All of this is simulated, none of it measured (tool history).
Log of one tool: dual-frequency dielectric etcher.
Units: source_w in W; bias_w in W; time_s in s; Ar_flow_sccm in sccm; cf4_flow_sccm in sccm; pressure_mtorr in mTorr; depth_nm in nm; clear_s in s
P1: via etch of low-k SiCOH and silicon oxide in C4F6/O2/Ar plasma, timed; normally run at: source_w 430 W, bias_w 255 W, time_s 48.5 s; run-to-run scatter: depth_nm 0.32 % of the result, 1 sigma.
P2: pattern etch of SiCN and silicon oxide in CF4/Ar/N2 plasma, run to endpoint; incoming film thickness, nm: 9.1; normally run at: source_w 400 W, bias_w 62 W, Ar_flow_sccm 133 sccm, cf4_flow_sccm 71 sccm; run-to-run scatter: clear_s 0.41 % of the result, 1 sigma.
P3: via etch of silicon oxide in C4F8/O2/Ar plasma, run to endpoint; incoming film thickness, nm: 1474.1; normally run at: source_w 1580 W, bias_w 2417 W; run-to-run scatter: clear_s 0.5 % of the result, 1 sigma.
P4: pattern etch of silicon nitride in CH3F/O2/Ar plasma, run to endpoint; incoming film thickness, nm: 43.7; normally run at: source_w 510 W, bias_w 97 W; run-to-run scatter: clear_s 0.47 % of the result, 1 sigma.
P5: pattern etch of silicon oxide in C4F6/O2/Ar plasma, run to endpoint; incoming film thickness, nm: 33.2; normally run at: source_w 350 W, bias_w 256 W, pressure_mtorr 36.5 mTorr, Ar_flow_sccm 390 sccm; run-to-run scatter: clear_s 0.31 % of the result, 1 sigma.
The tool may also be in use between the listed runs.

run   hour  process  source_w  bias_w  time_s  Ar_flow_sccm  cf4_flow_sccm  pressure_mtorr  depth_nm   clear_s
  1    4.7       P1       430     255    48.5                                                130.060
  2    8.2       P1       560     255    48.5                                                143.880
  3   11.4       P4       510      77                                                                  57.1940
  4   14.8       P1       430     255    48.5                                                129.740
  5   17.8       P2       400      62                   133             71                             12.8550
  6   23.2       P3      1010    2417                                                                 357.4300
  7   25.7       P1       430     352    48.5                                                146.040
  8   31.1       P2       400      74                   133             71                             12.0750
  9   35.2       P3      1580    2417                                                                 298.0200
 10   39.5       P5       350     256                   467                           36.5             10.6360
 11   45.1       P4       510      97                                                                  53.4150
 12   49.2       P1       430     306    27.5                                                 78.519
 13   53.1       P1       430     255    48.5                                                129.540
 14   56.4       P1       430     255    48.5                                                130.560
 15   60.6       P5       350     361                   390                           36.5              9.2853
      62.3  -- wet clean of the chamber
 16   66.3       P1       430     255    48.5                                                130.130
 17   70.5       P3      1580    1617                                                                 331.7200
 18   75.5       P5       350     256                   390                           36.5             10.4290
 19   78.9       P2       400      62                   133             93                             12.3770
 20   82.3       P5       350     256                   390                           36.5             10.4600
 21   85.7       P1       430     255    62.5                                                167.800
 22   89.6       P5       450     256                   390                           36.5              9.4837
 23   94.2       P1       310     255    63.5                                                150.650
 24   99.4       P1       430     255    33.0                                                 88.572
 25  104.4       P4       510      97                                                                  52.9580
 26  108.8       P2       560      62                   133             71                              9.6399
 27  111.9       P1       340     255    48.5                                                118.810
 28  116.1       P4       320      97                                                                  63.0250
 29  119.6       P5       350     256                   390                           28.0             10.1560
 30  124.6       P2       400      62                   185             71                             13.6260
 31  127.5       P1       430     160    48.5                                                112.580
 32  130.0       P1       430     255    48.5                                                130.730
 33  132.5       P1       430     255    48.5                                                129.270
 34  136.2       P1       430     255    48.5                                                129.030
 35  140.6       P1       430     255    48.5                                                128.860
 36  143.4       P1       430     255    48.5                                                128.850
 37  148.2       P1       430     255    48.5                                                128.140
     148.9  -- wet clean of the chamber
 38  151.3       P1       430     255    48.5                                                127.960
 39  154.1       P1       430     255    48.5                                                128.650
 40  158.6       P1       430     255    48.5                                                127.950

The next listed run, before its measurement:
 41  161.8       P1       430     255    48.5                                                      ?

Run 41 gave depth_nm 128.110 nm.
